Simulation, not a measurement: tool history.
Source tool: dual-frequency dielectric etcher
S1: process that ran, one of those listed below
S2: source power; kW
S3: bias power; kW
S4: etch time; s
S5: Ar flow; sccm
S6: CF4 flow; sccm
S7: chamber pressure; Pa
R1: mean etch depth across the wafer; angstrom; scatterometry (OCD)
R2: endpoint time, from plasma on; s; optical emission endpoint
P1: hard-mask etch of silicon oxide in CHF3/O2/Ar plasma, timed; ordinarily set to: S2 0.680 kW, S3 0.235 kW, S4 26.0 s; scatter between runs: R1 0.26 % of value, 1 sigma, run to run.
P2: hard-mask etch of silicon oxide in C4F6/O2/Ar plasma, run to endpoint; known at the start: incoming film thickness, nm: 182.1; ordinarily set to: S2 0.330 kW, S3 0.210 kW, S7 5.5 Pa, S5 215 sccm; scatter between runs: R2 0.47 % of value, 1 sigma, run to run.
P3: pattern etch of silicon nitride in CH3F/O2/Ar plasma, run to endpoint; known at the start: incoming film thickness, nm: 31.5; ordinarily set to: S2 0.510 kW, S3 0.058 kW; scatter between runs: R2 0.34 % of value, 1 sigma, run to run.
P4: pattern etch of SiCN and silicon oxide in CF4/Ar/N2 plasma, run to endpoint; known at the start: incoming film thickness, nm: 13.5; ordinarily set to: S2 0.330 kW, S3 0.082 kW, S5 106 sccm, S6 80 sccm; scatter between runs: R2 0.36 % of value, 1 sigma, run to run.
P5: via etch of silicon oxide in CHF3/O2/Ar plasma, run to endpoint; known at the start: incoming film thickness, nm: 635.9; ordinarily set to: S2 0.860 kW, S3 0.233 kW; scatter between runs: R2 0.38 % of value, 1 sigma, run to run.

| run | hour | S1 | S2 | S3 | S4 | S5 | S6 | S7 | R1 | R2 |
|---|---|---|---|---|---|---|---|---|---|---|
| 1 | 15.4 | P1 | 0.680 | 0.235 | 26.0 |  |  |  | 585.48 |  |
| 2 | 28.1 | P4 | 0.330 | 0.082 |  | 66 | 80 |  |  | 18.607 |
| 3 | 38.2 | P2 | 0.210 | 0.210 |  | 215 |  | 5.5 |  | 68.098 |
| 4 | 53.9 | P5 | 1.090 | 0.233 |  |  |  |  |  | 233.340 |
| 5 | 64.5 | P3 | 0.510 | 0.058 |  |  |  |  |  | 46.707 |
| 6 | 74.5 | P1 | 0.520 | 0.235 | 26.0 |  |  |  | 530.57 |  |
| 7 | 85.5 | P2 | 0.330 | 0.210 |  | 215 |  | 5.5 |  | 56.734 |
| 8 | 100.3 | P1 | 0.680 | 0.292 | 26.0 |  |  |  | 636.74 |  |
| 9 | 109.1 | P1 | 0.680 | 0.235 | 26.0 |  |  |  | 588.32 |  |
| 10 | 120.7 | P5 | 0.860 | 0.170 |  |  |  |  |  | 281.660 |
| 11 | 128.7 | P2 | 0.330 | 0.148 |  | 215 |  | 5.5 |  | 63.974 |
| 12 | 143.3 | P4 | 0.330 | 0.082 |  | 106 | 80 |  |  | 19.736 |
|  | 149.8 | bias power generator calibrated |
| 13 | 153.8 | P4 | 0.330 | 0.082 |  | 106 | 102 |  |  | 19.149 |
| 14 | 162.9 | P3 | 0.510 | 0.081 |  |  |  |  |  | 41.891 |
| 15 | 179.2 | P4 | 0.330 | 0.082 |  | 106 | 80 |  |  | 19.751 |
| 16 | 195.2 | P1 | 0.680 | 0.235 | 26.0 |  |  |  | 589.56 |  |
| 17 | 205.7 | P1 | 0.900 | 0.182 | 26.0 |  |  |  | 599.25 |  |
| 18 | 216.3 | P3 | 0.330 | 0.058 |  |  |  |  |  | 55.269 |
| 19 | 224.4 | P4 | 0.390 | 0.082 |  | 106 | 80 |  |  | 17.002 |
| 20 | 236.7 | P1 | 0.680 | 0.235 | 16.0 |  |  |  | 362.77 |  |
| 21 | 244.8 | P2 | 0.330 | 0.210 |  | 215 |  | 6.7 |  | 58.530 |
| 22 | 258.7 | P5 | 0.860 | 0.233 |  |  |  |  |  | 251.930 |
| 23 | 267.1 | P2 | 0.330 | 0.210 |  | 215 |  | 5.5 |  | 57.012 |
| 24 | 278.4 | P1 | 0.680 | 0.174 | 26.0 |  |  |  | 532.61 |  |
| 25 | 292.8 | P1 | 0.680 | 0.235 | 38.5 |  |  |  | 873.14 |  |
| 26 | 300.4 | P4 | 0.330 | 0.057 |  | 106 | 80 |  |  | 22.304 |
| 27 | 307.7 | P1 | 0.920 | 0.235 | 26.0 |  |  |  | 658.02 |  |
| 28 | 317.9 | P1 | 0.680 | 0.235 | 26.0 |  |  |  | 587.38 |  |
| 29 | 325.4 | P2 | 0.330 | 0.210 |  | 142 |  | 5.5 |  | 54.582 |
| 30 | 339.8 | P1 | 0.680 | 0.235 | 26.0 |  |  |  | 588.49 |  |

Estimate the outcome of run 31 from the log above:
| 31 | 351.2 | P1 | 0.680 | 0.235 | 26.0 |  |  |  | ? |  |

Run 31 measured R1 587.51 angstrom.
